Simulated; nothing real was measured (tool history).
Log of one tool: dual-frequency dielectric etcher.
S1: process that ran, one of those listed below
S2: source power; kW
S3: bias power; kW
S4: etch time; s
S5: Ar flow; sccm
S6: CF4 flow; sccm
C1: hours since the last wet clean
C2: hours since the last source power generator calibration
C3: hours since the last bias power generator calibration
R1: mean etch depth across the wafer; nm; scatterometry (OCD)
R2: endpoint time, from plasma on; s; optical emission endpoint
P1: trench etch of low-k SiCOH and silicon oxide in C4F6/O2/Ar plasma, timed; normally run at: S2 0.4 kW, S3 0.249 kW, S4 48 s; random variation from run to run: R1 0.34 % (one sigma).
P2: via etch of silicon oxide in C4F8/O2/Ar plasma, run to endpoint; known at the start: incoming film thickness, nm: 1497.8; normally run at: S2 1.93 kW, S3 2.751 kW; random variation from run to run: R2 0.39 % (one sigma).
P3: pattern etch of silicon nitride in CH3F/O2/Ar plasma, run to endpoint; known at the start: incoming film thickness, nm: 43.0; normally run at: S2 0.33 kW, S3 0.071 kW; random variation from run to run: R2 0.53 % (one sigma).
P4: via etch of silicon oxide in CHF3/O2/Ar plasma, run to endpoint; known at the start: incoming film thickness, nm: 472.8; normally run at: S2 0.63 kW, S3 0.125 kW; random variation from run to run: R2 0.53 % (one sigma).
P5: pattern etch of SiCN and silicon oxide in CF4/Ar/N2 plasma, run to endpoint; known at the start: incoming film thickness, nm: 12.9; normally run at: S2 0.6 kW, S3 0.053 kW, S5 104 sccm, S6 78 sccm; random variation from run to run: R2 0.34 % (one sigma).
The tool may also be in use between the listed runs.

Run 1, hour 4.7: S1 P1, S2 0.4 kW, S3 0.249 kW, S4 48 s; C1 469.8; C2 2387.6; C3 636.3. Result: R1 173.98 nm.
Run 2, hour 10.6: S1 P1, S2 0.49 kW, S3 0.249 kW, S4 29.5 s; C1 475.7; C2 2393.5; C3 642.2. Result: R1 115.88 nm.
Run 3, hour 13.3: S1 P1, S2 0.4 kW, S3 0.249 kW, S4 35.5 s; C1 478.4; C2 2396.2; C3 644.9. Result: R1 129.31 nm.
Run 4, hour 19.5: S1 P4, S2 0.63 kW, S3 0.074 kW; C1 484.6; C2 2402.4; C3 651.1. Result: R2 309.72 s.
Run 5, hour 25.6: S1 P1, S2 0.56 kW, S3 0.249 kW, S4 48 s; C1 490.7; C2 2408.5; C3 657.2. Result: R1 198.99 nm.
Run 6, hour 31.8: S1 P1, S2 0.4 kW, S3 0.346 kW, S4 48 s; C1 496.9; C2 2414.7; C3 663.4. Result: R1 195.49 nm.
Run 7, hour 36.2: S1 P2, S2 1.93 kW, S3 1.931 kW; C1 501.3; C2 2419.1; C3 667.8. Result: R2 292.76 s.
Run 8, hour 41.5: S1 P5, S2 0.6 kW, S3 0.053 kW, S5 104 sccm, S6 78 sccm; C1 506.6; C2 2424.4; C3 673.1. Result: R2 12.684 s.
Run 9, hour 47.4: S1 P3, S2 0.33 kW, S3 0.087 kW; C1 512.5; C2 2430.3; C3 679. Result: R2 60.099 s.
Run 10, hour 51.9: S1 P5, S2 0.6 kW, S3 0.053 kW, S5 104 sccm, S6 78 sccm; C1 517; C2 2434.8; C3 683.5. Result: R2 12.62 s.
Run 11, hour 55.6: S1 P5, S2 0.6 kW, S3 0.065 kW, S5 104 sccm, S6 78 sccm; C1 520.7; C2 2438.5; C3 687.2. Result: R2 11.951 s.
Run 12, hour 60: S1 P1, S2 0.29 kW, S3 0.249 kW, S4 48 s; C1 525.1; C2 2442.9; C3 691.6. Result: R1 154.39 nm.
Run 13, hour 62.7: S1 P2, S2 1.93 kW, S3 2.751 kW; C1 527.8; C2 2445.6; C3 694.3. Result: R2 264.25 s.
Run 14, hour 67: S1 P1, S2 0.31 kW, S3 0.196 kW, S4 48 s; C1 532.1; C2 2449.9; C3 698.6. Result: R1 146.11 nm.
Run 15, hour 71.6: S1 P1, S2 0.25 kW, S3 0.295 kW, S4 48 s; C1 536.7; C2 2454.5; C3 703.2. Result: R1 154.65 nm.
Run 16, hour 74.6: S1 P3, S2 0.33 kW, S3 0.071 kW; C1 539.7; C2 2457.5; C3 706.2. Result: R2 64.585 s.
Run 17, hour 78.3: S1 P5, S2 0.6 kW, S3 0.053 kW, S5 65 sccm, S6 78 sccm; C1 543.4; C2 2461.2; C3 709.9. Result: R2 11.889 s.
Run 18, hour 82.2: S1 P2, S2 1.93 kW, S3 2.751 kW; C1 547.3; C2 2465.1; C3 713.8. Result: R2 265.72 s.
Run 19, hour 87.9: S1 P4, S2 0.63 kW, S3 0.125 kW; C1 553; C2 2470.8; C3 719.5. Result: R2 262.52 s.
Run 20, hour 92.4: S1 P5, S2 0.42 kW, S3 0.053 kW, S5 104 sccm, S6 78 sccm; C1 557.5; C2 2475.3; C3 724. Result: R2 17.462 s.
Run 21, hour 95.9: S1 P1, S2 0.4 kW, S3 0.249 kW, S4 48 s; C1 561; C2 2478.8; C3 727.5. Result: R1 174.85 nm.
Run 22, hour 101.4: S1 P4, S2 0.63 kW, S3 0.125 kW; C1 566.5; C2 2484.3; C3 733. Result: R2 267.91 s.
Run 23, hour 106.5: S1 P1, S2 0.4 kW, S3 0.249 kW, S4 48 s; C1 571.6; C2 2489.4; C3 738.1. Result: R1 174.28 nm.
Run 24, hour 111: S1 P3, S2 0.33 kW, S3 0.071 kW; C1 576.1; C2 2493.9; C3 742.6. Result: R2 64.519 s.
Run 25, hour 114.7: S1 P1, S2 0.4 kW, S3 0.249 kW, S4 48 s; C1 579.8; C2 2497.6; C3 746.3. Result: R1 175.22 nm.
Run 26, hour 120.9: S1 P1, S2 0.4 kW, S3 0.249 kW, S4 48 s; C1 586; C2 2503.8; C3 752.5. Result: R1 174.61 nm.
Run 27, hour 124.6: S1 P1, S2 0.4 kW, S3 0.178 kW, S4 48 s; C1 589.7; C2 2507.5; C3 756.2. Result: R1 156.74 nm.
Run 28, hour 130.1: S1 P2, S2 2.72 kW, S3 2.751 kW; C1 595.2; C2 2513; C3 761.7. Result: R2 231.24 s.
Run 29, hour 133.6: S1 P5, S2 0.6 kW, S3 0.053 kW, S5 104 sccm, S6 54 sccm; C1 598.7; C2 2516.5; C3 765.2. Result: R2 13.561 s.
Run 30, hour 136.8: S1 P4, S2 0.45 kW, S3 0.125 kW; C1 601.9; C2 2519.7; C3 768.4. Result: R2 302.54 s.
Run 31, hour 139.9: S1 P1, S2 0.4 kW, S3 0.249 kW, S4 69 s; C1 605; C2 2522.8; C3 771.5. Result: R1 249.59 nm.
Run 32, hour 144.2: S1 P3, S2 0.23 kW, S3 0.071 kW; C1 609.3; C2 2527.1; C3 775.8. Result: R2 74.662 s.
Run 33, hour 150.3: S1 P1, S2 0.4 kW, S3 0.249 kW, S4 48 s; C1 615.4; C2 2533.2; C3 781.9. Result: R1 174.68 nm.
Run 34, hour 153.1: S1 P1, S2 0.4 kW, S3 0.249 kW, S4 48 s; C1 618.2; C2 2536; C3 784.7. Result: R1 174.48 nm.
Run 35, hour 158.7: S1 P1, S2 0.4 kW, S3 0.249 kW, S4 48 s; C1 623.8; C2 2541.6; C3 790.3. Result: R1 172.79 nm.
Run 36, hour 164.7: S1 P1, S2 0.4 kW, S3 0.249 kW, S4 48 s; C1 629.8; C2 2547.6; C3 796.3. Result: R1 172.98 nm.
At hour 167.5: wet clean of the chamber.
Run 37, hour 168.1: S1 P1, S2 0.4 kW, S3 0.249 kW, S4 48 s; C1 0.6; C2 2551; C3 799.7. Result: R1 170.99 nm.
Run 38, hour 174.1: S1 P1, S2 0.4 kW, S3 0.249 kW, S4 48 s; C1 6.6; C2 2557; C3 805.7. Result: R1 172.64 nm.
Run 39, hour 177.1: S1 P1, S2 0.4 kW, S3 0.249 kW, S4 48 s; C1 9.6; C2 2560; C3 808.7. Result: R1 172.16 nm.
Run 40, hour 182.1: S1 P1, S2 0.4 kW, S3 0.249 kW, S4 48 s; C1 14.6; C2 2565; C3 813.7. Result: R1 172.97 nm.
Run 41, hour 185.5: S1 P1, S2 0.4 kW, S3 0.249 kW, S4 48 s; C1 18; C2 2568.4; C3 817.1. Result: R1 172.16 nm.
Run 42, hour 188.4: S1 P1, S2 0.4 kW, S3 0.249 kW, S4 48 s; C1 20.9; C2 2571.3; C3 820. Result: R1 171.87 nm.

What P1 gives has crept away from where it was. These 2 causes fit the log equally well, each at the size given:
A: bias power that arrives under what is set, % = 4.91
B: source power that arrives under what is set, % = 4.33
The creep began at about hour 153.1.
Why every other cause is out:
chamber walls in a state that lowers the etch rate, %: serviced at hour 167.5, which brought nothing back

4 check runs are offered, one wafer each, their results left as question marks. Which one tells the causes apart?
Run check 1, hour 191.3: S1 P2, S2 1.93 kW, S3 1.957 kW. Result: R2 ?.
Run check 2, hour 191.3: S1 P5, S2 0.6 kW, S3 0.061 kW, S5 66 sccm, S6 78 sccm. Result: R2 ?.
Run check 3, hour 191.3: S1 P3, S2 0.27 kW, S3 0.071 kW. Result: R2 ?.
Run check 4, hour 191.3: S1 P4, S2 0.48 kW, S3 0.087 kW. Result: R2 ?.

What each check would give under each cause:
  check  result    if A    if B
check 1      R2  296.53  297.54
check 2      R2  11.521  11.813
check 3      R2  70.855  70.786
check 4      R2  335.22   336.3
How far apart the two closest causes lie, in the result that separates them most: check 1 0.34 %; check 2 2.51 %; check 3 0.1 %; check 4 0.32 %
Only check 2 tells the causes apart: in the others they would give nearly the same result.

Check 2 was then run and gave: R2 11.551 s. Which cause is it?

It is A: bias power that arrives under what is set, %.
